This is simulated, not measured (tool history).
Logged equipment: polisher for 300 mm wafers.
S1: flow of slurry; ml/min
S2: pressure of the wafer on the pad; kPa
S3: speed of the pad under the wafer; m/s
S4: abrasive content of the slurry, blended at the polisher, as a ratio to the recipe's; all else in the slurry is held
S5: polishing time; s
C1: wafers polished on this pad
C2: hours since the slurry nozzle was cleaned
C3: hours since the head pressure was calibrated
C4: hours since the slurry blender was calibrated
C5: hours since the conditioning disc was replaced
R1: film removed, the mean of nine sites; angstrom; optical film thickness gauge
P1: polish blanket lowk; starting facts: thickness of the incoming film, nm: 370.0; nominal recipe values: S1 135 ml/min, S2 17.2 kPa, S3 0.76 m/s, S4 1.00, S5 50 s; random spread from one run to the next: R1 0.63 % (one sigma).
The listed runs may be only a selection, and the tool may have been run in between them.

run	hour	S1	S2	S3	S4	S5	C1	C2	C3	C4	C5	R1
1	10.3	135	17.2	0.76	1.00	50	705	320.0	766.5	162.8	416.0	209.29
2	22.5	210	17.2	0.76	1.00	50	789	332.2	778.7	175.0	428.2	225.54
3	39.0	135	17.2	0.76	1.00	28	901	348.7	795.2	191.5	444.7	116.06
4	53.0	135	17.2	0.76	1.00	78	997	362.7	809.2	205.5	458.7	325.96
5	62.9	135	17.2	0.76	1.00	50	1065	372.6	819.1	215.4	468.6	207.89
6	72.4	135	24.8	0.76	0.65	50	1130	382.1	828.6	224.9	478.1	239.89
# hour 73.2: head pressure recalibrated
7	83.0	135	17.2	0.76	1.45	50	1202	392.7	9.9	235.5	488.7	244.30
8	98.0	135	17.2	0.34	1.00	50	1305	407.7	24.9	250.5	503.7	110.16
9	110.9	135	17.2	0.76	1.00	50	1393	420.6	37.8	263.4	516.6	206.55
10	121.5	135	17.2	0.76	1.00	50	1465	431.2	48.4	274.0	527.2	208.47
11	132.2	135	17.2	1.08	1.00	50	1539	441.9	59.1	284.7	537.9	275.34
12	143.1	135	24.1	0.76	1.00	74	1613	452.8	70.0	295.6	548.8	431.80
13	153.8	135	17.2	0.76	0.50	50	1686	463.5	80.7	306.3	559.5	142.58
14	165.2	135	23.4	0.42	1.00	50	1764	474.9	92.1	317.7	570.9	175.35
15	177.0	135	17.2	0.76	1.00	50	1845	486.7	103.9	329.5	582.7	208.09
16	193.1	135	26.9	0.76	1.00	50	1955	502.8	120.0	345.6	598.8	327.63
# hour 196.7: conditioning disc replaced and pad reconditioned
17	204.8	135	17.2	0.76	1.00	50	2035	514.5	131.7	357.3	8.1	207.11
18	213.3	80	17.2	0.76	1.00	50	2093	523.0	140.2	365.8	16.6	183.49
19	228.8	135	7.6	0.76	1.00	50	2199	538.5	155.7	381.3	32.1	92.45
20	238.7	135	17.2	0.76	1.00	50	2267	548.4	165.6	391.2	42.0	211.16
21	254.1	135	17.2	0.76	1.00	50	2372	563.8	181.0	406.6	57.4	199.89
22	268.4	135	17.2	0.76	1.00	50	2470	578.1	195.3	420.9	71.7	196.23
23	278.8	135	17.2	0.76	1.00	50	2541	588.5	205.7	431.3	82.1	192.68
# hour 286.7: slurry nozzle cleaned
24	290.5	135	17.2	0.76	1.00	50	2621	3.8	217.4	443.0	93.8	191.18
25	303.9	135	17.2	0.76	1.00	50	2712	17.2	230.8	456.4	107.2	191.13
26	312.1	135	17.2	0.76	1.00	50	2768	25.4	239.0	464.6	115.4	189.70
27	321.5	135	17.2	0.76	1.00	50	2833	34.8	248.4	474.0	124.8	187.36
# hour 324.4: conditioning disc replaced and pad reconditioned
# hour 325.0: head pressure recalibrated
28	333.0	135	17.2	0.76	1.00	50	2911	46.3	8.0	485.5	8.6	186.56
29	348.0	135	17.2	0.76	1.00	50	3014	61.3	23.0	500.5	23.6	188.76
30	364.2	135	17.2	0.76	1.00	50	3125	77.5	39.2	516.7	39.8	185.90

The log shows P1 creeping away from where it was. Any of the 2 causes listed here, at the size stated for it, fits the log just as well as the others:
A: removal rate lost through wear of the pad, % = 9.97
B: abrasive missing from the slurry, % = 19.6
Creep in the process output first set in at about hour 238.7.
Excluded causes, each with its reason:
slurry flow missing at the pad, %: was serviced at hour 286.7, once the creep was under way, yet the earlier output never came back
head's pressure below its setpoint, %: was serviced at hour 325.0, once the creep was under way, yet the earlier output never came back
time polished since the conditioner stopped cutting, s: was serviced at hour 324.4, once the creep was under way, yet the earlier output never came back

Which of the 4 check runs listed below, each an average over 5 wafers with its results shown as question marks, gives clearly different results under the different listed causes?
check 1	380.4	205	17.2	0.76	1.00	68						?
check 2	380.4	135	23.4	0.76	0.65	50						?
check 3	380.4	200	17.2	0.76	1.00	30						?
check 4	380.4	135	9.0	1.04	1.00	50						?

Expected result of each check under each candidate cause:
check	result	if A	if B
check 1	R1	272.69	272.67
check 2	R1	204.95	200.22
check 3	R1	119.91	119.91
check 4	R1	125.36	125.36
Gap, in per cent, between the two causes that each check separates least, read from the result that separates them most: check 1 0.01 %; check 2 2.33 %; check 3 0.01 %; check 4 0.01 %
Check 2 distinguishes between the causes, while the remaining checks would return nearly the same result for all of them.

The results of check 2 are: R1 205.36 angstrom. Based on these, which of the listed causes is it?

It is A: removal rate lost through wear of the pad, %.
